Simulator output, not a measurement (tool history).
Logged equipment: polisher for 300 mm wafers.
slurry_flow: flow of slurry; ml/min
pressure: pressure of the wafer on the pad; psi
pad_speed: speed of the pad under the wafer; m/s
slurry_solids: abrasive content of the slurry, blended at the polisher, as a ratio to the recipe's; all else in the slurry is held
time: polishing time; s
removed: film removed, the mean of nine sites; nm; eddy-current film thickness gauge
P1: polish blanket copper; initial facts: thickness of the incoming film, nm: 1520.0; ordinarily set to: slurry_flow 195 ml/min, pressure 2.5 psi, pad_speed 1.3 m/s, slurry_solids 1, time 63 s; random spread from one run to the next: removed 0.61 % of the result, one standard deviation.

run 1 day=0.512 | slurry_flow=195 pressure=2.5 pad_speed=1.3 slurry_solids=1 time=63 | removed=161.51
run 2 day=1 | slurry_flow=195 pressure=2.5 pad_speed=1.96 slurry_solids=1 time=63 | removed=245.7
run 3 day=1.271 | slurry_flow=195 pressure=2.5 pad_speed=1.3 slurry_solids=1 time=63 | removed=160.71
run 4 day=1.783 | slurry_flow=195 pressure=2.5 pad_speed=1.3 slurry_solids=1 time=32 | removed=82.602
run 5 day=2.2 | slurry_flow=195 pressure=3.6 pad_speed=1.3 slurry_solids=1 time=63 | removed=231.97
run 6 day=2.65 | slurry_flow=195 pressure=2.5 pad_speed=1.3 slurry_solids=1 time=63 | removed=160.8
run 7 day=2.908 | slurry_flow=195 pressure=1.3 pad_speed=1.3 slurry_solids=1 time=63 | removed=84.343
run 8 day=3.338 | slurry_flow=195 pressure=2.5 pad_speed=1.3 slurry_solids=1.45 time=63 | removed=174.15
run 9 day=3.775 | slurry_flow=195 pressure=3.8 pad_speed=0.86 slurry_solids=1 time=63 | removed=161.56
-- day=4.104 slurry nozzle cleaned
-- day=4.2 slurry blender recalibrated
run 10 day=4.254 | slurry_flow=195 pressure=2.5 pad_speed=1.3 slurry_solids=1.35 time=32 | removed=87.334
run 11 day=4.658 | slurry_flow=195 pressure=2.5 pad_speed=1.3 slurry_solids=1 time=63 | removed=161.51
run 12 day=5.058 | slurry_flow=195 pressure=2.5 pad_speed=1.3 slurry_solids=1 time=93 | removed=240.7
run 13 day=5.412 | slurry_flow=285 pressure=2.5 pad_speed=1.3 slurry_solids=1 time=63 | removed=170.06
run 14 day=5.875 | slurry_flow=195 pressure=2.5 pad_speed=0.62 slurry_solids=1 time=63 | removed=76.864
run 15 day=6.304 | slurry_flow=300 pressure=2.5 pad_speed=1.3 slurry_solids=1.35 time=63 | removed=180.87
run 16 day=6.708 | slurry_flow=195 pressure=2.5 pad_speed=1.3 slurry_solids=1 time=63 | removed=163.89
run 17 day=7.042 | slurry_flow=115 pressure=2.5 pad_speed=1.3 slurry_solids=1 time=63 | removed=148.08

The next listed run, before its measurement:
run 18 day=7.458 | slurry_flow=195 pressure=2.5 pad_speed=1.3 slurry_solids=0.7 time=63 | removed=?

Run 18 produced removed 150.89 nm.
